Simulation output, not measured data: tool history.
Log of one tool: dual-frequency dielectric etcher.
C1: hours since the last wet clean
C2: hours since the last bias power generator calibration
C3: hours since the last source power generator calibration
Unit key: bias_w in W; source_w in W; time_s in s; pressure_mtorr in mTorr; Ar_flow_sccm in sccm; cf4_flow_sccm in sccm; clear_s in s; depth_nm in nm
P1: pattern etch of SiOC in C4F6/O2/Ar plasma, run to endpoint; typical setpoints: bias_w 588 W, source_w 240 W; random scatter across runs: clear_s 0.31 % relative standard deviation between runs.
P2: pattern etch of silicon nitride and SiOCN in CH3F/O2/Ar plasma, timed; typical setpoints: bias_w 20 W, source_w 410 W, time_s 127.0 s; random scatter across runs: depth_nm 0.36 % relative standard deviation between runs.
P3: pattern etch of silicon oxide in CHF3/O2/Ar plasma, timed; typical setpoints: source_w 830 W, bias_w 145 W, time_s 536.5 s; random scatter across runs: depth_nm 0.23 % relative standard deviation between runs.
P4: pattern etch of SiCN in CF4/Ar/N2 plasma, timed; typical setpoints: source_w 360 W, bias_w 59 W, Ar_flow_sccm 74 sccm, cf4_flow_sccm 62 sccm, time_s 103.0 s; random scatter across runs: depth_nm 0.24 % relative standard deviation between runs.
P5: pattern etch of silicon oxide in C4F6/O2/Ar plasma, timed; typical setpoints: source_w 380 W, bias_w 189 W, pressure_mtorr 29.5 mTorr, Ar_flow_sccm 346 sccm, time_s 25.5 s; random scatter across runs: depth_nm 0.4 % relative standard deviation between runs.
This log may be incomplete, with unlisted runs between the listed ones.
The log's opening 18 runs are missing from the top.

{"run": 19, "hour": 216.2, "process": "P5", "bias_w": 143, "source_w": 380, "time_s": 25.5, "pressure_mtorr": 29.5, "Ar_flow_sccm": 346, "C1": 19.7, "C2": 48.8, "C3": 2194.6, "depth_nm": 68.566}
{"run": 20, "hour": 223.4, "process": "P5", "bias_w": 189, "source_w": 380, "time_s": 25.5, "pressure_mtorr": 29.5, "Ar_flow_sccm": 346, "C1": 26.9, "C2": 56.0, "C3": 2201.8, "depth_nm": 75.391}
{"run": 21, "hour": 233.5, "process": "P1", "bias_w": 588, "source_w": 160, "C1": 37.0, "C2": 66.1, "C3": 2211.9, "clear_s": 18.272}
{"run": 22, "hour": 245.8, "process": "P2", "bias_w": 20, "source_w": 410, "time_s": 179.0, "C1": 49.3, "C2": 78.4, "C3": 2224.2, "depth_nm": 23.308}
{"run": 23, "hour": 257.6, "process": "P4", "bias_w": 59, "source_w": 360, "time_s": 71.5, "Ar_flow_sccm": 74, "cf4_flow_sccm": 62, "C1": 61.1, "C2": 90.2, "C3": 2236.0, "depth_nm": 48.329}
{"run": 24, "hour": 272.5, "process": "P4", "bias_w": 59, "source_w": 360, "time_s": 103.0, "Ar_flow_sccm": 74, "cf4_flow_sccm": 62, "C1": 76.0, "C2": 105.1, "C3": 2250.9, "depth_nm": 69.507}
{"run": 25, "hour": 281.1, "process": "P1", "bias_w": 412, "source_w": 240, "C1": 84.6, "C2": 113.7, "C3": 2259.5, "clear_s": 17.989}
{"run": 26, "hour": 287.6, "process": "P5", "bias_w": 189, "source_w": 380, "time_s": 25.5, "pressure_mtorr": 29.5, "Ar_flow_sccm": 486, "C1": 91.1, "C2": 120.2, "C3": 2266.0, "depth_nm": 72.729}
{"run": 27, "hour": 296.9, "process": "P2", "bias_w": 13, "source_w": 410, "time_s": 127.0, "C1": 100.4, "C2": 129.5, "C3": 2275.3, "depth_nm": 13.75}
{"run": 28, "hour": 307.3, "process": "P2", "bias_w": 20, "source_w": 540, "time_s": 127.0, "C1": 110.8, "C2": 139.9, "C3": 2285.7, "depth_nm": 18.222}
{"run": 29, "hour": 322.1, "process": "P1", "bias_w": 588, "source_w": 280, "C1": 125.6, "C2": 154.7, "C3": 2300.5, "clear_s": 14.759}
{"run": 30, "hour": 336.0, "process": "P4", "bias_w": 59, "source_w": 360, "time_s": 103.0, "Ar_flow_sccm": 103, "cf4_flow_sccm": 62, "C1": 139.5, "C2": 168.6, "C3": 2314.4, "depth_nm": 65.911}
{"run": 31, "hour": 347.0, "process": "P1", "bias_w": 588, "source_w": 240, "C1": 150.5, "C2": 179.6, "C3": 2325.4, "clear_s": 15.7}
{"run": 32, "hour": 354.0, "process": "P1", "bias_w": 588, "source_w": 240, "C1": 157.5, "C2": 186.6, "C3": 2332.4, "clear_s": 15.833}
{"run": 33, "hour": 367.8, "process": "P1", "bias_w": 588, "source_w": 240, "C1": 171.3, "C2": 200.4, "C3": 2346.2, "clear_s": 15.845}
{"run": 34, "hour": 382.2, "process": "P1", "bias_w": 588, "source_w": 240, "C1": 185.7, "C2": 214.8, "C3": 2360.6, "clear_s": 15.916}
{"run": 35, "hour": 393.5, "process": "P1", "bias_w": 588, "source_w": 240, "C1": 197.0, "C2": 226.1, "C3": 2371.9, "clear_s": 15.853}
{"run": 36, "hour": 402.0, "process": "P1", "bias_w": 588, "source_w": 240, "C1": 205.5, "C2": 234.6, "C3": 2380.4, "clear_s": 15.936}

For run 37, what comes out?
{"hour": 409.3, "done": "wet clean of the chamber"}
{"run": 37, "hour": 409.4, "process": "P1", "bias_w": 588, "source_w": 240, "C1": 0.1, "C2": 242.0, "C3": 2387.8, "clear_s": "?"}

Run 37 came out at clear_s 15.934 s.

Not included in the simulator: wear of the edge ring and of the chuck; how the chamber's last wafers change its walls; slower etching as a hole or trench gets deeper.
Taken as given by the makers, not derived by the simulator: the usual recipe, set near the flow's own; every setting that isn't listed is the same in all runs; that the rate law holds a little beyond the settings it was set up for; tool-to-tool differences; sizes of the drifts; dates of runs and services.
